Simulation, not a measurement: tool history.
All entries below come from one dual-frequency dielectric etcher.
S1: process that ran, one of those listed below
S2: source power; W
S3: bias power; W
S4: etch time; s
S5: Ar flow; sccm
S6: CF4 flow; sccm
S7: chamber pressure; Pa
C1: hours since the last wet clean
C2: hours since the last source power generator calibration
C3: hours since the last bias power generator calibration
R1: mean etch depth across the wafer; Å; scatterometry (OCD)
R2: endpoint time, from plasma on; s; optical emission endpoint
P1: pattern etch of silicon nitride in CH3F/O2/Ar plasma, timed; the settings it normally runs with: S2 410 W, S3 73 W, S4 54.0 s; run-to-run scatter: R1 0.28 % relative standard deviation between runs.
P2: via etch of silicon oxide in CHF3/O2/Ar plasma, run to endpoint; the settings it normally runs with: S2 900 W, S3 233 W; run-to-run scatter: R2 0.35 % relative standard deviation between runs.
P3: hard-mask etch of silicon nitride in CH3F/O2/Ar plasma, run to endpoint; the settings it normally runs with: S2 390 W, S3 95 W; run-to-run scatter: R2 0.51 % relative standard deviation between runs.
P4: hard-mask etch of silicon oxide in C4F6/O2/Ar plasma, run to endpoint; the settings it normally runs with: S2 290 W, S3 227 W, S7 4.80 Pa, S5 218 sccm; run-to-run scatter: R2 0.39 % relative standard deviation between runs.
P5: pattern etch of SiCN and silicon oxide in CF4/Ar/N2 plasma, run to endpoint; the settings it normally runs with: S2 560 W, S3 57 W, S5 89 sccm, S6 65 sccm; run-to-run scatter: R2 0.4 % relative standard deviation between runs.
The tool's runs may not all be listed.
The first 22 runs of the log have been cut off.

run   hour  S1   S2   S3    S4   S5  S6    S7     C1     C2      C3      R1        R2
 23  229.5  P5  560   57         62  65        307.7  170.6  2419.7            9.7479
 24  236.3  P2  680  233                       314.5  177.4  2426.5          243.2100
 25  244.3  P1  410   58  54.0                 322.5  185.4  2434.5  357.62
 26  257.2  P1  410   73  54.0                 335.4  198.3  2447.4  385.22
 27  264.6  P3  390   95                       342.8  205.7  2454.8           65.3970
 28  276.7  P4  290  314        218      4.80  354.9  217.8  2466.9           58.8590
 29  285.0  P2  900  233                       363.2  226.1  2475.2          218.5900
 30  296.3  P1  410  101  30.5                 374.5  237.4  2486.5  245.07
 31  305.7  P4  290  227        218      4.80  383.9  246.8  2495.9           65.8020
 32  311.4  P5  560   57         89  48        389.6  252.5  2501.6           10.8670
 33  317.5  P1  410   73  54.0                 395.7  258.6  2507.7  386.12

For run 34, what comes out?
 34  326.0  P1  410  73  54.0              404.2  267.1  2516.2   ?

Logged for run 34: R1 384.07 Å.

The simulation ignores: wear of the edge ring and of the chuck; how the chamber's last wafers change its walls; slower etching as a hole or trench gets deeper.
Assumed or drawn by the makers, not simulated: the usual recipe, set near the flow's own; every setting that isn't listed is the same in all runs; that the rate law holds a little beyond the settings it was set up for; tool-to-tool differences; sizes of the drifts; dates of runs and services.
